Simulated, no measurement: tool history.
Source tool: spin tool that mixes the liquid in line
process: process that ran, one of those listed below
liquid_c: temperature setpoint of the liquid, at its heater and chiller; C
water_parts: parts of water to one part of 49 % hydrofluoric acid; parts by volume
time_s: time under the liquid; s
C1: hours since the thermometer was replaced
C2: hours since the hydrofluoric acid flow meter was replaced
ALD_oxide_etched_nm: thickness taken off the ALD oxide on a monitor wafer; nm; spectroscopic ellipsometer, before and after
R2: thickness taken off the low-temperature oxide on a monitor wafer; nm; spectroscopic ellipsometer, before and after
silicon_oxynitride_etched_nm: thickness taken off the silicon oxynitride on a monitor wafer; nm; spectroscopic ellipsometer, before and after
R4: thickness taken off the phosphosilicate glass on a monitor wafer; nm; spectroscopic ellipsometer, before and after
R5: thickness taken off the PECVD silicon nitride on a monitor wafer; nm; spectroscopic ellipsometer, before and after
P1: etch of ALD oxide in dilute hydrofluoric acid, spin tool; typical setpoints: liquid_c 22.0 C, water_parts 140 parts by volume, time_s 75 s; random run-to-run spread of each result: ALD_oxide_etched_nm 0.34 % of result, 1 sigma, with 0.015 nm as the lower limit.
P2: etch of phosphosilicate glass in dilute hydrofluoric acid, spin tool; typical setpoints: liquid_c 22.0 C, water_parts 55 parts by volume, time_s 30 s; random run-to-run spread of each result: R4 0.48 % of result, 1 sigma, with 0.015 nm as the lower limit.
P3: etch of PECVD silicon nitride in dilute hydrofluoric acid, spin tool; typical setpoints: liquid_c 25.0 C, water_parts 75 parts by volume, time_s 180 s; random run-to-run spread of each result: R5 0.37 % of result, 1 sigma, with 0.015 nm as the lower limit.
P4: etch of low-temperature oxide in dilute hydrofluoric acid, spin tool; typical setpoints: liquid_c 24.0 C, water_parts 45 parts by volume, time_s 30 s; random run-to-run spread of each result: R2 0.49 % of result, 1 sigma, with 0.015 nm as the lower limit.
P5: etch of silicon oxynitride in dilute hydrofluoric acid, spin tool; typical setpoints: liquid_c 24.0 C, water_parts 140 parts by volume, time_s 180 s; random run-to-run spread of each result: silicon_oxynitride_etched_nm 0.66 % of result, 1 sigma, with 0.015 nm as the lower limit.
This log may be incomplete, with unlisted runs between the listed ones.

{"run": 1, "hour": 7.5, "process": "P1", "liquid_c": 22.0, "water_parts": 140, "time_s": 75, "C1": 379.5, "C2": 1653.0, "ALD_oxide_etched_nm": 13.226}
{"run": 2, "hour": 19.8, "process": "P1", "liquid_c": 22.0, "water_parts": 140, "time_s": 75, "C1": 391.8, "C2": 1665.3, "ALD_oxide_etched_nm": 13.261}
{"run": 3, "hour": 29.5, "process": "P4", "liquid_c": 24.0, "water_parts": 45, "time_s": 30, "C1": 401.5, "C2": 1675.0, "R2": 25.581}
{"run": 4, "hour": 36.1, "process": "P1", "liquid_c": 22.0, "water_parts": 140, "time_s": 35, "C1": 408.1, "C2": 1681.6, "ALD_oxide_etched_nm": 6.1858}
{"run": 5, "hour": 48.4, "process": "P4", "liquid_c": 24.0, "water_parts": 75, "time_s": 30, "C1": 420.4, "C2": 1693.9, "R2": 14.822}
{"run": 6, "hour": 54.9, "process": "P1", "liquid_c": 22.0, "water_parts": 140, "time_s": 135, "C1": 426.9, "C2": 1700.4, "ALD_oxide_etched_nm": 23.991}
{"run": 7, "hour": 66.1, "process": "P5", "liquid_c": 24.0, "water_parts": 140, "time_s": 300, "C1": 438.1, "C2": 1711.6, "silicon_oxynitride_etched_nm": 5.7807}
{"run": 8, "hour": 77.7, "process": "P2", "liquid_c": 22.0, "water_parts": 105, "time_s": 30, "C1": 449.7, "C2": 1723.2, "R4": 34.521}
{"run": 9, "hour": 87.0, "process": "P3", "liquid_c": 25.0, "water_parts": 75, "time_s": 180, "C1": 459.0, "C2": 1732.5, "R5": 7.2159}
{"run": 10, "hour": 94.1, "process": "P1", "liquid_c": 22.0, "water_parts": 80, "time_s": 75, "C1": 466.1, "C2": 1739.6, "ALD_oxide_etched_nm": 24.933}
{"run": 11, "hour": 100.2, "process": "P1", "liquid_c": 22.0, "water_parts": 205, "time_s": 75, "C1": 472.2, "C2": 1745.7, "ALD_oxide_etched_nm": 8.4908}
{"run": 12, "hour": 112.0, "process": "P4", "liquid_c": 30.0, "water_parts": 45, "time_s": 30, "C1": 484.0, "C2": 1757.5, "R2": 32.528}
{"run": 13, "hour": 123.2, "process": "P1", "liquid_c": 17.0, "water_parts": 140, "time_s": 75, "C1": 495.2, "C2": 1768.7, "ALD_oxide_etched_nm": 10.878}
{"run": 14, "hour": 132.1, "process": "P4", "liquid_c": 24.0, "water_parts": 45, "time_s": 50, "C1": 504.1, "C2": 1777.6, "R2": 42.977}
{"run": 15, "hour": 139.3, "process": "P3", "liquid_c": 25.0, "water_parts": 75, "time_s": 180, "C1": 511.3, "C2": 1784.8, "R5": 7.2082}
{"run": 16, "hour": 151.0, "process": "P1", "liquid_c": 29.0, "water_parts": 140, "time_s": 75, "C1": 523.0, "C2": 1796.5, "ALD_oxide_etched_nm": 17.419}
{"run": 17, "hour": 161.4, "process": "P2", "liquid_c": 22.0, "water_parts": 55, "time_s": 30, "C1": 533.4, "C2": 1806.9, "R4": 71.076}
{"run": 18, "hour": 172.5, "process": "P3", "liquid_c": 25.0, "water_parts": 140, "time_s": 180, "C1": 544.5, "C2": 1818.0, "R5": 3.8993}
{"run": 19, "hour": 178.4, "process": "P1", "liquid_c": 22.0, "water_parts": 140, "time_s": 75, "C1": 550.4, "C2": 1823.9, "ALD_oxide_etched_nm": 13.354}
{"run": 20, "hour": 187.8, "process": "P2", "liquid_c": 22.0, "water_parts": 55, "time_s": 15, "C1": 559.8, "C2": 1833.3, "R4": 35.307}
{"run": 21, "hour": 195.2, "process": "P1", "liquid_c": 22.0, "water_parts": 140, "time_s": 75, "C1": 567.2, "C2": 1840.7, "ALD_oxide_etched_nm": 13.349}
{"run": 22, "hour": 204.6, "process": "P2", "liquid_c": 29.0, "water_parts": 55, "time_s": 30, "C1": 576.6, "C2": 1850.1, "R4": 93.77}
{"run": 23, "hour": 210.8, "process": "P1", "liquid_c": 29.5, "water_parts": 140, "time_s": 35, "C1": 582.8, "C2": 1856.3, "ALD_oxide_etched_nm": 8.233}
{"run": 24, "hour": 223.2, "process": "P5", "liquid_c": 24.0, "water_parts": 255, "time_s": 180, "C1": 595.2, "C2": 1868.7, "silicon_oxynitride_etched_nm": 1.7254}
{"run": 25, "hour": 230.8, "process": "P5", "liquid_c": 17.0, "water_parts": 140, "time_s": 180, "C1": 602.8, "C2": 1876.3, "silicon_oxynitride_etched_nm": 2.4053}
{"run": 26, "hour": 238.1, "process": "P3", "liquid_c": 25.0, "water_parts": 75, "time_s": 365, "C1": 610.1, "C2": 1883.6, "R5": 14.702}
{"run": 27, "hour": 247.4, "process": "P3", "liquid_c": 17.5, "water_parts": 75, "time_s": 180, "C1": 619.4, "C2": 1892.9, "R5": 4.3619}
{"run": 28, "hour": 258.7, "process": "P5", "liquid_c": 24.0, "water_parts": 140, "time_s": 180, "C1": 630.7, "C2": 1904.2, "silicon_oxynitride_etched_nm": 3.4602}
{"run": 29, "hour": 267.8, "process": "P1", "liquid_c": 22.0, "water_parts": 140, "time_s": 75, "C1": 639.8, "C2": 1913.3, "ALD_oxide_etched_nm": 13.42}
{"run": 30, "hour": 278.6, "process": "P1", "liquid_c": 22.0, "water_parts": 140, "time_s": 75, "C1": 650.6, "C2": 1924.1, "ALD_oxide_etched_nm": 12.751}
{"run": 31, "hour": 285.5, "process": "P1", "liquid_c": 22.0, "water_parts": 140, "time_s": 75, "C1": 657.5, "C2": 1931.0, "ALD_oxide_etched_nm": 12.533}
{"run": 32, "hour": 298.2, "process": "P1", "liquid_c": 22.0, "water_parts": 140, "time_s": 75, "C1": 670.2, "C2": 1943.7, "ALD_oxide_etched_nm": 12.313}
{"run": 33, "hour": 306.5, "process": "P1", "liquid_c": 22.0, "water_parts": 140, "time_s": 75, "C1": 678.5, "C2": 1952.0, "ALD_oxide_etched_nm": 12.321}
{"run": 34, "hour": 313.9, "process": "P1", "liquid_c": 22.0, "water_parts": 140, "time_s": 75, "C1": 685.9, "C2": 1959.4, "ALD_oxide_etched_nm": 12.278}
{"run": 35, "hour": 324.0, "process": "P1", "liquid_c": 22.0, "water_parts": 140, "time_s": 75, "C1": 696.0, "C2": 1969.5, "ALD_oxide_etched_nm": 12.184}
{"run": 36, "hour": 332.6, "process": "P1", "liquid_c": 22.0, "water_parts": 140, "time_s": 75, "C1": 704.6, "C2": 1978.1, "ALD_oxide_etched_nm": 12.161}

P1 has crept away from where it was. The log is fitted equally well by each of these 2 causes, at the sizes shown:
A: hydrofluoric acid flow below the setpoint (%) = 7.24
B: liquid colder than its thermometer reads (K) = 2.2
Creep in the process output first set in at about hour 267.8.

Consider the 4 single-wafer check runs listed below, results given as question marks: which one distinguishes between the causes by giving clearly different results for each?
{"run": "check 1", "hour": 341.2, "process": "P4", "liquid_c": 24.0, "water_parts": 70, "time_s": 45, "R2": "?"}
{"run": "check 2", "hour": 341.2, "process": "P3", "liquid_c": 25.0, "water_parts": 75, "time_s": 305, "R5": "?"}
{"run": "check 3", "hour": 341.2, "process": "P2", "liquid_c": 22.0, "water_parts": 55, "time_s": 15, "R4": "?"}
{"run": "check 4", "hour": 341.2, "process": "P5", "liquid_c": 24.0, "water_parts": 180, "time_s": 280, "silicon_oxynitride_etched_nm": "?"}

Expected result of each check under each candidate cause:
check=check_1 result=R2 if_A=22.040 if_B=21.868
check=check_2 result=R5 if_A=11.4140 if_B=10.6150
check=check_3 result=R4 if_A=32.596 if_B=32.208
check=check_4 result=silicon_oxynitride_etched_nm if_A=3.6715 if_B=3.6187
Per check, the gap between the least separated pair of causes, taken in the result that splits them most: check 1 0.79 %; check 2 7.26 %; check 3 1.2 %; check 4 1.45 %
Check 2 tells the causes apart: in the others they would give nearly the same result.

Check 2 was then run and gave: R5 11.3800 nm. Which cause is it?

The correct cause is A, namely: hydrofluoric acid flow below the setpoint (%).

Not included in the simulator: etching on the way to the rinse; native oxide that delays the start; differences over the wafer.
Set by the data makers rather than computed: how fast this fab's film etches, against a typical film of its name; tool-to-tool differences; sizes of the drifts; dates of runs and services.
